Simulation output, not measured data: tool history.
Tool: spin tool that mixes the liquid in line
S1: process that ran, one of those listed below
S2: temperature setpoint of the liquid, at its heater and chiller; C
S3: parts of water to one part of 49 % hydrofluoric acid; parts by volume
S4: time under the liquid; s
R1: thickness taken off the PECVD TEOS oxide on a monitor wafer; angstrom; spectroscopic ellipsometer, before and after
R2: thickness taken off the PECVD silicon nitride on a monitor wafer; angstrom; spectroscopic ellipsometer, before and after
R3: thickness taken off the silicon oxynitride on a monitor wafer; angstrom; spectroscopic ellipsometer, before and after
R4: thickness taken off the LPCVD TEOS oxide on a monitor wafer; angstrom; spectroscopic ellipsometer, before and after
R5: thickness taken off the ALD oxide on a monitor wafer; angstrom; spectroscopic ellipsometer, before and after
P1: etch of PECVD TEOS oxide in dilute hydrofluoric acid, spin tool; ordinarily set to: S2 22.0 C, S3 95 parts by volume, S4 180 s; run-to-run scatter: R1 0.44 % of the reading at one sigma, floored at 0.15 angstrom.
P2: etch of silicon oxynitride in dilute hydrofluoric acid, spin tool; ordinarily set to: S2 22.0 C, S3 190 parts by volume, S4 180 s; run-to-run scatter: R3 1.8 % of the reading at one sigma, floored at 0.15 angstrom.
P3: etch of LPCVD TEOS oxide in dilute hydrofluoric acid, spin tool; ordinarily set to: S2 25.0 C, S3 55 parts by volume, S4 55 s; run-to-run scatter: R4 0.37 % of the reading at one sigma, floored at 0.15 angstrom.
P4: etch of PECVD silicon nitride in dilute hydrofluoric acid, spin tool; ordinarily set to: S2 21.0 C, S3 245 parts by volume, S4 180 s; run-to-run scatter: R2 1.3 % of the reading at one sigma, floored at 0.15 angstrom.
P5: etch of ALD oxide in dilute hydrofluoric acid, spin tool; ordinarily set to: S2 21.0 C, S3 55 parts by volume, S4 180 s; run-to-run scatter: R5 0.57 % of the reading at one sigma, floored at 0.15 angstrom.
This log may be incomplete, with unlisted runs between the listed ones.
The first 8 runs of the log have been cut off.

Run 9, hour 59.6: S1 P5, S2 26.0 C, S3 55 parts by volume, S4 180 s. Result: R5 484.58 angstrom.
Run 10, hour 66.6: S1 P2, S2 25.5 C, S3 190 parts by volume, S4 180 s. Result: R3 13.191 angstrom.
Run 11, hour 71.7: S1 P2, S2 22.0 C, S3 190 parts by volume, S4 180 s. Result: R3 10.984 angstrom.
Run 12, hour 82.2: S1 P1, S2 22.0 C, S3 95 parts by volume, S4 180 s. Result: R1 167.5000 angstrom.
Run 13, hour 91.9: S1 P1, S2 22.0 C, S3 95 parts by volume, S4 180 s. Result: R1 168.1700 angstrom.
Run 14, hour 97.8: S1 P1, S2 22.0 C, S3 45 parts by volume, S4 180 s. Result: R1 375.5400 angstrom.
Run 15, hour 102.4: S1 P1, S2 22.0 C, S3 95 parts by volume, S4 180 s. Result: R1 167.6400 angstrom.
Run 16, hour 109.1: S1 P1, S2 22.0 C, S3 95 parts by volume, S4 100 s. Result: R1 92.6750 angstrom.
Run 17, hour 116.7: S1 P1, S2 22.0 C, S3 95 parts by volume, S4 180 s. Result: R1 167.5600 angstrom.
At hour 123.0: hydrofluoric acid flow meter replaced.
Run 18, hour 126.0: S1 P4, S2 29.0 C, S3 245 parts by volume, S4 180 s. Result: R2 29.2510 angstrom.
Run 19, hour 134.1: S1 P1, S2 22.0 C, S3 95 parts by volume, S4 180 s. Result: R1 166.4500 angstrom.
Run 20, hour 140.5: S1 P1, S2 22.0 C, S3 140 parts by volume, S4 15 s. Result: R1 9.1366 angstrom.
Run 21, hour 149.1: S1 P3, S2 25.0 C, S3 55 parts by volume, S4 15 s. Result: R4 113.18 angstrom.

For run 22, what comes out?
Run 22, hour 159.2: S1 P5, S2 21.0 C, S3 55 parts by volume, S4 180 s. Result: R5 ?.

For run 22 the tool returned R5 395.90 angstrom.
